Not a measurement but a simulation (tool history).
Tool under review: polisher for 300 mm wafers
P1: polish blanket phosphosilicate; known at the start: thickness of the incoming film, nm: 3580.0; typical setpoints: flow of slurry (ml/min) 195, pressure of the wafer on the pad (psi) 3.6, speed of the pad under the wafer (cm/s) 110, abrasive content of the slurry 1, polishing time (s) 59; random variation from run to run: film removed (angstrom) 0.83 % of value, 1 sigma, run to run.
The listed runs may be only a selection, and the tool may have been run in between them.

run	hour	flow of slurry (ml/min)	pressure of the wafer on the pad (psi)	speed of the pad under the wafer (cm/s)	abrasive content of the slurry	polishing time (s)	wafers polished on this pad	hours since the slurry nozzle was cleaned	hours since the head pressure was calibrated	hours since the slurry blender was calibrated	hours since the conditioning disc was replaced	film removed (angstrom)
1	10.1	195	3.6	110	1	59	569	132.6	246	82.6	148.1	7338.2
2	18.3	195	3.6	110	1	59	682	140.8	254.2	90.8	156.3	7456.5
3	29	195	3.6	166	1	59	829	151.5	264.9	101.5	167	10214
# hour 37.9: head pressure recalibrated
4	38.2	195	3.6	110	1	59	956	160.7	0.3	110.7	176.2	7277.5
5	49.1	195	5.5	110	1	59	1106	171.6	11.2	121.6	187.1	11237
6	56.3	195	3.6	110	1.5	59	1205	178.8	18.4	128.8	194.3	8621.4
7	67.7	195	3.6	110	1	85	1362	190.2	29.8	140.2	205.7	10748
8	76.6	195	3.6	110	1	59	1485	199.1	38.7	149.1	214.6	7263.4
9	84.2	195	3.6	74	1	59	1590	206.7	46.3	156.7	222.2	5298.5
10	91.9	195	1.9	110	1	59	1696	214.4	54	164.4	229.9	3929.8
11	100.2	195	3.6	110	1	59	1810	222.7	62.3	172.7	238.2	7369
# hour 105.9: conditioning disc replaced and pad reconditioned
12	111.7	195	3.6	110	1	32	1969	234.2	73.8	184.2	5.8	3971
13	120	195	3.6	110	0.5	59	2083	242.5	82.1	192.5	14.1	5020
14	125.7	275	3.6	110	1	77	2161	248.2	87.8	198.2	19.8	9802.7
15	134.4	115	3.6	110	1	59	2281	256.9	96.5	206.9	28.5	6740.1
16	140.6	305	3.6	110	1	59	2367	263.1	102.7	213.1	34.7	7670.9

The next listed run, before its measurement:
17	149.6	195	3.6	110	1	59	2491	272.1	111.7	222.1	43.7	?

Run 17 came out at film removed (angstrom) 7350.9.
